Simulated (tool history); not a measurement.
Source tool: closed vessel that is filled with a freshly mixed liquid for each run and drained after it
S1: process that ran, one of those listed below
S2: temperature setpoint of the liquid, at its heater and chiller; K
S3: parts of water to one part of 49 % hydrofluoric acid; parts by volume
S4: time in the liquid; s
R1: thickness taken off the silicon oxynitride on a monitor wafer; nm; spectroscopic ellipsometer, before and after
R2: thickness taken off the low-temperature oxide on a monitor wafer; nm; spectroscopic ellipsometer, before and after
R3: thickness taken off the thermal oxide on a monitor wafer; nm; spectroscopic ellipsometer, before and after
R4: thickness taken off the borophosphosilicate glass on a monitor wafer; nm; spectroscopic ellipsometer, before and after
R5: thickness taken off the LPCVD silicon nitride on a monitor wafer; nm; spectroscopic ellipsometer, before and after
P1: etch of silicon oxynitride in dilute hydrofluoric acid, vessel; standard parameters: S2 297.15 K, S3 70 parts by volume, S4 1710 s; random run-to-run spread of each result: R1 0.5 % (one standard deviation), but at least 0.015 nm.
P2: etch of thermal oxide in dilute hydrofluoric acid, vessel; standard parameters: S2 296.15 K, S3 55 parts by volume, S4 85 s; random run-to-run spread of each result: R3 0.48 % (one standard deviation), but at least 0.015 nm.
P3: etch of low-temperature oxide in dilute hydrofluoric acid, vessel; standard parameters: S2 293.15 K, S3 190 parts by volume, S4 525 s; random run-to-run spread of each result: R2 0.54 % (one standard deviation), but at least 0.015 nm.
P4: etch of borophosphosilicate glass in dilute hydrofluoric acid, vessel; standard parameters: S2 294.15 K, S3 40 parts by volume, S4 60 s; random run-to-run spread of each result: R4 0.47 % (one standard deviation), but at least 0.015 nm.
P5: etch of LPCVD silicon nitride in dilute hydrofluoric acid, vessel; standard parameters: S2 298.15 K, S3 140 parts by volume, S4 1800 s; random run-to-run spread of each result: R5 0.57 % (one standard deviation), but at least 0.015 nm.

run,day,S1,S2,S3,S4,R1,R2,R3,R4,R5
1,0.267,P1,297.15,70,1710,50.4690,,,,
2,0.867,P3,290.15,190,525,,42.860,,,
3,1.279,P1,297.15,70,1710,50.4040,,,,
4,1.683,P2,290.65,55,85,,,5.9336,,
5,2.138,P4,294.15,25,60,,,,63.706,
6,2.571,P1,297.15,70,1710,50.4700,,,,
7,2.888,P1,297.15,115,1710,29.6320,,,,
8,3.488,P5,298.15,140,1800,,,,,5.9879
9,4.096,P3,293.15,190,525,,48.523,,,
10,4.362,P2,296.15,55,30,,,2.6560,,
11,4.650,P2,296.15,55,85,,,7.5271,,
# day 4.962: thermometer replaced
12,4.983,P4,294.15,40,30,,,,19.374,
13,5.550,P4,294.15,40,60,,,,38.852,
14,6.150,P1,297.15,70,1710,50.5050,,,,
15,6.675,P1,297.15,70,115,3.4047,,,,
16,6.996,P1,292.15,100,1710,27.2080,,,,
17,7.321,P1,305.65,70,1710,75.4900,,,,
18,7.883,P1,297.15,70,1710,50.5260,,,,
19,8.196,P3,293.15,190,525,,48.560,,,
20,8.467,P1,291.15,70,1015,22.4450,,,,
21,9.004,P1,297.15,70,3075,91.1650,,,,
22,9.421,P4,301.15,40,60,,,,51.783,
23,10.012,P1,297.15,20,1710,185.1600,,,,
24,10.379,P3,293.15,55,525,,193.560,,,
25,10.754,P2,296.15,55,85,,,7.5319,,
26,11.212,P1,293.65,105,1710,27.6800,,,,
27,11.583,P3,293.15,190,1030,,95.116,,,
28,11.854,P5,298.15,255,1800,,,,,3.3686
29,12.250,P1,292.65,70,1710,40.7670,,,,
30,12.675,P5,290.15,140,1800,,,,,3.5546
31,13.033,P4,294.15,40,60,,,,38.771,
32,13.567,P2,296.15,95,85,,,4.1643,,
33,13.975,P5,298.15,140,3505,,,,,11.8180
34,14.346,P1,297.15,70,1710,50.3760,,,,
35,14.758,P1,297.15,70,1710,52.1930,,,,
36,15.029,P1,297.15,70,1710,52.6210,,,,
37,15.488,P1,297.15,70,1710,54.3600,,,,
38,15.858,P1,297.15,70,1710,54.4620,,,,
39,16.354,P1,297.15,70,1710,55.0590,,,,
40,16.808,P1,297.15,70,1710,54.9180,,,,
41,17.258,P1,297.15,70,1710,55.4450,,,,
42,17.746,P1,297.15,70,1710,55.1430,,,,
43,18.233,P1,297.15,70,1710,55.5720,,,,
44,18.508,P1,297.15,70,1710,55.1580,,,,

P1 no longer gives what it gave before; its output has crept away from where it was. The following 2 causes, each at its listed size, fit the log equally well:
A: liquid hotter than its thermometer reads (K) = 1.98
B: hydrofluoric acid flow above the setpoint (%) = 9.33
The onset of the drift is placed at about day 14.346.

Below are 4 check runs, each on a single wafer, with their results shown as question marks. Which of them would tell the listed causes apart, meaning the causes would give clearly different results under it?
check 1,18.783,P4,298.65,30,60,,,,?,
check 2,18.783,P3,290.15,60,525,,?,,,
check 3,18.783,P2,290.65,55,50,,,?,,
check 4,18.783,P5,290.65,140,1800,,,,,?

If the cause were each of the candidates in turn, the checks would give the following:
check,result,if A,if B
check 1,R4,68.611,69.402
check 2,R2,169.480,171.180
check 3,R3,3.8292,3.8661
check 4,R5,4.1850,3.9879
How far apart the two closest causes lie, in the result that separates them most: check 1 1.15 %; check 2 1 %; check 3 0.96 %; check 4 4.82 %
Check 4 distinguishes between the causes, while the remaining checks would return nearly the same result for all of them.

Running check 4 produced the following: R5 4.2136 nm. Which one of the listed causes fits?

Of the candidate causes, it is A: liquid hotter than its thermometer reads (K).
